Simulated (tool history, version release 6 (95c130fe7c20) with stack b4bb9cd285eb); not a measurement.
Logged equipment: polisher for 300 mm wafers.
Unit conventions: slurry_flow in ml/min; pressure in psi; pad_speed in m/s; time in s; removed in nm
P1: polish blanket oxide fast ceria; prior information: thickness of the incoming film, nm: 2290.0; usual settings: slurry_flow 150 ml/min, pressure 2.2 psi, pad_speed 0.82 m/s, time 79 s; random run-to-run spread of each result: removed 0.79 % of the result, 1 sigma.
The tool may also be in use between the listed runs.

run	hour	slurry_flow	pressure	pad_speed	time	wafers polished on this pad	hours since the slurry nozzle was cleaned	hours since the head pressure was calibrated	removed
1	5.3	150	2.2	0.82	79	453	431.8	525.0	781.79
2	9.2	215	2.2	1.00	79	497	435.7	528.9	1026.60
3	13.0	150	2.2	0.82	79	539	439.5	532.7	795.90
4	18.9	190	2.2	1.06	79	606	445.4	538.6	1064.30
5	22.0	150	2.2	0.82	79	640	448.5	541.7	788.81
6	25.2	150	2.2	0.82	37	676	451.7	544.9	370.33
7	29.1	195	2.2	0.82	79	720	455.6	548.8	830.29
8	34.1	150	2.2	1.00	99	776	460.6	553.8	1215.20
9	38.7	150	3.5	0.82	79	828	465.2	558.4	1255.90
10	44.0	150	2.2	0.82	79	887	470.5	563.7	787.24
11	50.0	150	2.2	0.40	79	955	476.5	569.7	386.55
12	54.6	150	1.0	0.82	79	1006	481.1	574.3	367.20
13	58.3	150	2.2	0.82	126	1048	484.8	578.0	1279.70
14	63.0	90	2.2	0.82	79	1101	489.5	582.7	713.29
15	68.8	150	2.2	0.82	79	1166	495.3	588.5	797.35
16	73.1	150	2.2	1.22	79	1214	499.6	592.8	1188.00
17	78.0	150	2.2	0.82	79	1269	504.5	597.7	803.28
18	83.3	150	2.2	0.82	79	1329	509.8	603.0	756.35
19	88.1	150	2.2	0.82	79	1383	514.6	607.8	751.49
# hour 91.5: worn pad replaced by a new one
20	94.2	150	2.2	0.82	79	30	520.7	613.9	739.43
21	97.0	150	2.2	0.82	79	62	523.5	616.7	740.02

Expected results for the next run?
22	101.9	150	2.2	0.82	79	117	528.4	621.6	?

Run 22 yielded removed 739.08 nm.
